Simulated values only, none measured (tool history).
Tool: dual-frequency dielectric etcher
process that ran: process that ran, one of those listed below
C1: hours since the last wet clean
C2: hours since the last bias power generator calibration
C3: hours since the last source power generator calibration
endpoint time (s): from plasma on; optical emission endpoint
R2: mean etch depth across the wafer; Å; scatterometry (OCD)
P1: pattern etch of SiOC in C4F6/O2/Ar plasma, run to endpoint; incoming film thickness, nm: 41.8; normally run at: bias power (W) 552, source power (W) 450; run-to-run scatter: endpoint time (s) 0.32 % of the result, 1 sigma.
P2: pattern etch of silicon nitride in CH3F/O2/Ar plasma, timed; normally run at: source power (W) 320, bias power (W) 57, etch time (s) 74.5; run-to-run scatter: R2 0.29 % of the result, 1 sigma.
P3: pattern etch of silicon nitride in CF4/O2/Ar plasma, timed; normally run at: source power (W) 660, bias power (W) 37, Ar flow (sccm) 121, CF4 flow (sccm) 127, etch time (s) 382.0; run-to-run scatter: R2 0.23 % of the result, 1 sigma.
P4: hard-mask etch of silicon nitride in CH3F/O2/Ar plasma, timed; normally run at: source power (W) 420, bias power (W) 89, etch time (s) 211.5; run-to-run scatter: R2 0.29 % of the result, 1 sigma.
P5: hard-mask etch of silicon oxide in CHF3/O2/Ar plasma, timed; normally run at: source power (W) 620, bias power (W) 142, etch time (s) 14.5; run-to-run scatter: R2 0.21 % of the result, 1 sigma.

run 1 hour=7.4 | process_that_ran=P1 bias_power_(W)=552 source_power_(W)=450 | C1=67.3 C2=451.2 C3=764.0 | endpoint_time_(s)=13.071
run 2 hour=12.7 | process_that_ran=P1 bias_power_(W)=675 source_power_(W)=450 | C1=72.6 C2=456.5 C3=769.3 | endpoint_time_(s)=12.111
run 3 hour=19.0 | process_that_ran=P2 bias_power_(W)=37 source_power_(W)=320 etch_time_(s)=74.5 | C1=78.9 C2=462.8 C3=775.6 | R2=390.42
run 4 hour=28.3 | process_that_ran=P2 bias_power_(W)=57 source_power_(W)=320 etch_time_(s)=43.0 | C1=88.2 C2=472.1 C3=784.9 | R2=256.69
run 5 hour=33.3 | process_that_ran=P3 bias_power_(W)=37 source_power_(W)=660 etch_time_(s)=382.0 Ar_flow_(sccm)=121 CF4_flow_(sccm)=95 | C1=93.2 C2=477.1 C3=789.9 | R2=7738.60
run 6 hour=37.9 | process_that_ran=P4 bias_power_(W)=89 source_power_(W)=340 etch_time_(s)=211.5 | C1=97.8 C2=481.7 C3=794.5 | R2=1471.00
run 7 hour=45.9 | process_that_ran=P1 bias_power_(W)=552 source_power_(W)=450 | C1=105.8 C2=489.7 C3=802.5 | endpoint_time_(s)=13.124
run 8 hour=55.1 | process_that_ran=P5 bias_power_(W)=142 source_power_(W)=440 etch_time_(s)=14.5 | C1=115.0 C2=498.9 C3=811.7 | R2=241.46
run 9 hour=62.6 | process_that_ran=P1 bias_power_(W)=552 source_power_(W)=450 | C1=122.5 C2=506.4 C3=819.2 | endpoint_time_(s)=13.046
run 10 hour=69.5 | process_that_ran=P4 bias_power_(W)=118 source_power_(W)=420 etch_time_(s)=211.5 | C1=129.4 C2=513.3 C3=826.1 | R2=1765.30
run 11 hour=73.9 | process_that_ran=P2 bias_power_(W)=57 source_power_(W)=430 etch_time_(s)=74.5 | C1=133.8 C2=517.7 C3=830.5 | R2=500.50
run 12 hour=82.8 | process_that_ran=P1 bias_power_(W)=552 source_power_(W)=360 | C1=142.7 C2=526.6 C3=839.4 | endpoint_time_(s)=14.246
run 13 hour=90.5 | process_that_ran=P5 bias_power_(W)=142 source_power_(W)=620 etch_time_(s)=14.5 | C1=150.4 C2=534.3 C3=847.1 | R2=273.81
run 14 hour=97.2 | process_that_ran=P2 bias_power_(W)=57 source_power_(W)=320 etch_time_(s)=74.5 | C1=157.1 C2=541.0 C3=853.8 | R2=447.69
run 15 hour=104.9 | process_that_ran=P5 bias_power_(W)=142 source_power_(W)=620 etch_time_(s)=20.5 | C1=164.8 C2=548.7 C3=861.5 | R2=388.60
run 16 hour=112.9 | process_that_ran=P5 bias_power_(W)=202 source_power_(W)=620 etch_time_(s)=14.5 | C1=172.8 C2=556.7 C3=869.5 | R2=308.60
run 17 hour=118.5 | process_that_ran=P3 bias_power_(W)=22 source_power_(W)=660 etch_time_(s)=382.0 Ar_flow_(sccm)=121 CF4_flow_(sccm)=127 | C1=178.4 C2=562.3 C3=875.1 | R2=6848.60
run 18 hour=126.3 | process_that_ran=P4 bias_power_(W)=89 source_power_(W)=420 etch_time_(s)=211.5 | C1=186.2 C2=570.1 C3=882.9 | R2=1585.60
run 19 hour=135.5 | process_that_ran=P3 bias_power_(W)=37 source_power_(W)=660 etch_time_(s)=495.5 Ar_flow_(sccm)=121 CF4_flow_(sccm)=127 | C1=195.4 C2=579.3 C3=892.1 | R2=10517.00
run 20 hour=140.9 | process_that_ran=P1 bias_power_(W)=552 source_power_(W)=580 | C1=200.8 C2=584.7 C3=897.5 | endpoint_time_(s)=11.928
run 21 hour=147.8 | process_that_ran=P3 bias_power_(W)=37 source_power_(W)=540 etch_time_(s)=382.0 Ar_flow_(sccm)=121 CF4_flow_(sccm)=127 | C1=207.7 C2=591.6 C3=904.4 | R2=6754.10
run 22 hour=152.3 | process_that_ran=P1 bias_power_(W)=664 source_power_(W)=360 | C1=212.2 C2=596.1 C3=908.9 | endpoint_time_(s)=13.327
run 23 hour=159.1 | process_that_ran=P3 bias_power_(W)=37 source_power_(W)=660 etch_time_(s)=382.0 Ar_flow_(sccm)=87 CF4_flow_(sccm)=127 | C1=219.0 C2=602.9 C3=915.7 | R2=8427.60
run 24 hour=167.5 | process_that_ran=P2 bias_power_(W)=57 source_power_(W)=320 etch_time_(s)=74.5 | C1=227.4 C2=611.3 C3=924.1 | R2=446.43
run 25 hour=176.1 | process_that_ran=P3 bias_power_(W)=37 source_power_(W)=660 etch_time_(s)=382.0 Ar_flow_(sccm)=121 CF4_flow_(sccm)=127 | C1=236.0 C2=619.9 C3=932.7 | R2=8079.90
run 26 hour=184.5 | process_that_ran=P1 bias_power_(W)=552 source_power_(W)=450 | C1=244.4 C2=628.3 C3=941.1 | endpoint_time_(s)=13.138
run 27 hour=190.1 | process_that_ran=P4 bias_power_(W)=89 source_power_(W)=420 etch_time_(s)=126.0 | C1=250.0 C2=633.9 C3=946.7 | R2=944.21
run 28 hour=195.8 | process_that_ran=P3 bias_power_(W)=37 source_power_(W)=660 etch_time_(s)=382.0 Ar_flow_(sccm)=121 CF4_flow_(sccm)=127 | C1=255.7 C2=639.6 C3=952.4 | R2=8037.70
run 29 hour=204.4 | process_that_ran=P4 bias_power_(W)=89 source_power_(W)=420 etch_time_(s)=211.5 | C1=264.3 C2=648.2 C3=961.0 | R2=1585.30
run 30 hour=212.6 | process_that_ran=P5 bias_power_(W)=142 source_power_(W)=620 etch_time_(s)=14.5 | C1=272.5 C2=656.4 C3=969.2 | R2=275.14
run 31 hour=220.2 | process_that_ran=P1 bias_power_(W)=414 source_power_(W)=450 | C1=280.1 C2=664.0 C3=976.8 | endpoint_time_(s)=14.555
run 32 hour=225.5 | process_that_ran=P1 bias_power_(W)=552 source_power_(W)=450 | C1=285.4 C2=669.3 C3=982.1 | endpoint_time_(s)=13.126
run 33 hour=229.7 | process_that_ran=P1 bias_power_(W)=552 source_power_(W)=450 | C1=289.6 C2=673.5 C3=986.3 | endpoint_time_(s)=13.090
run 34 hour=235.9 | process_that_ran=P1 bias_power_(W)=552 source_power_(W)=450 | C1=295.8 C2=679.7 C3=992.5 | endpoint_time_(s)=13.008
run 35 hour=240.8 | process_that_ran=P1 bias_power_(W)=552 source_power_(W)=450 | C1=300.7 C2=684.6 C3=997.4 | endpoint_time_(s)=12.951
run 36 hour=248.2 | process_that_ran=P1 bias_power_(W)=552 source_power_(W)=450 | C1=308.1 C2=692.0 C3=1004.8 | endpoint_time_(s)=12.924
run 37 hour=256.9 | process_that_ran=P1 bias_power_(W)=552 source_power_(W)=450 | C1=316.8 C2=700.7 C3=1013.5 | endpoint_time_(s)=12.868
run 38 hour=263.8 | process_that_ran=P1 bias_power_(W)=552 source_power_(W)=450 | C1=323.7 C2=707.6 C3=1020.4 | endpoint_time_(s)=12.870
run 39 hour=272.0 | process_that_ran=P1 bias_power_(W)=552 source_power_(W)=450 | C1=331.9 C2=715.8 C3=1028.6 | endpoint_time_(s)=12.922
run 40 hour=277.1 | process_that_ran=P1 bias_power_(W)=552 source_power_(W)=450 | C1=337.0 C2=720.9 C3=1033.7 | endpoint_time_(s)=12.902
-- hour=282.7 wet clean of the chamber
run 41 hour=284.5 | process_that_ran=P1 bias_power_(W)=552 source_power_(W)=450 | C1=1.9 C2=728.3 C3=1041.1 | endpoint_time_(s)=12.784
run 42 hour=293.3 | process_that_ran=P1 bias_power_(W)=552 source_power_(W)=450 | C1=10.7 C2=737.1 C3=1049.9 | endpoint_time_(s)=12.856
run 43 hour=302.3 | process_that_ran=P1 bias_power_(W)=552 source_power_(W)=450 | C1=19.7 C2=746.1 C3=1058.9 | endpoint_time_(s)=12.908

What P1 gives has crept away from where it was. These 2 causes fit the log equally well, each at the size given:
A: bias power that arrives over what is set, % = 4.35
B: source power that arrives over what is set, % = 4.47
The creep began at about hour 229.7.
Why every other cause is out:
chamber walls in a state that raises the etch rate, %: serviced at hour 282.7, which brought nothing back

4 check runs are offered, one wafer each, their results left as question marks. Which one tells the causes apart?
run check 1 hour=311.3 | process_that_ran=P4 bias_power_(W)=89 source_power_(W)=360 etch_time_(s)=130.0 | R2=?
run check 2 hour=311.3 | process_that_ran=P2 bias_power_(W)=57 source_power_(W)=320 etch_time_(s)=48.5 | R2=?
run check 3 hour=311.3 | process_that_ran=P3 bias_power_(W)=24 source_power_(W)=660 etch_time_(s)=382.0 Ar_flow_(sccm)=121 CF4_flow_(sccm)=102 | R2=?
run check 4 hour=311.3 | process_that_ran=P5 bias_power_(W)=186 source_power_(W)=620 etch_time_(s)=14.5 | R2=?

What each check would give under each cause:
check=check_1 result=R2 if_A=936.25 if_B=937.08
check=check_2 result=R2 if_A=294.94 if_B=295.72
check=check_3 result=R2 if_A=6879.80 if_B=7060.00
check=check_4 result=R2 if_A=304.96 if_B=305.66
How far apart the two closest causes lie, in the result that separates them most: check 1 0.09 %; check 2 0.26 %; check 3 2.59 %; check 4 0.23 %
Check 3 tells the causes apart: in the others they would give nearly the same result.

Check 3 was then run and gave: R2 6891.00 Å. Which cause is it?

It is A: bias power that arrives over what is set, %.
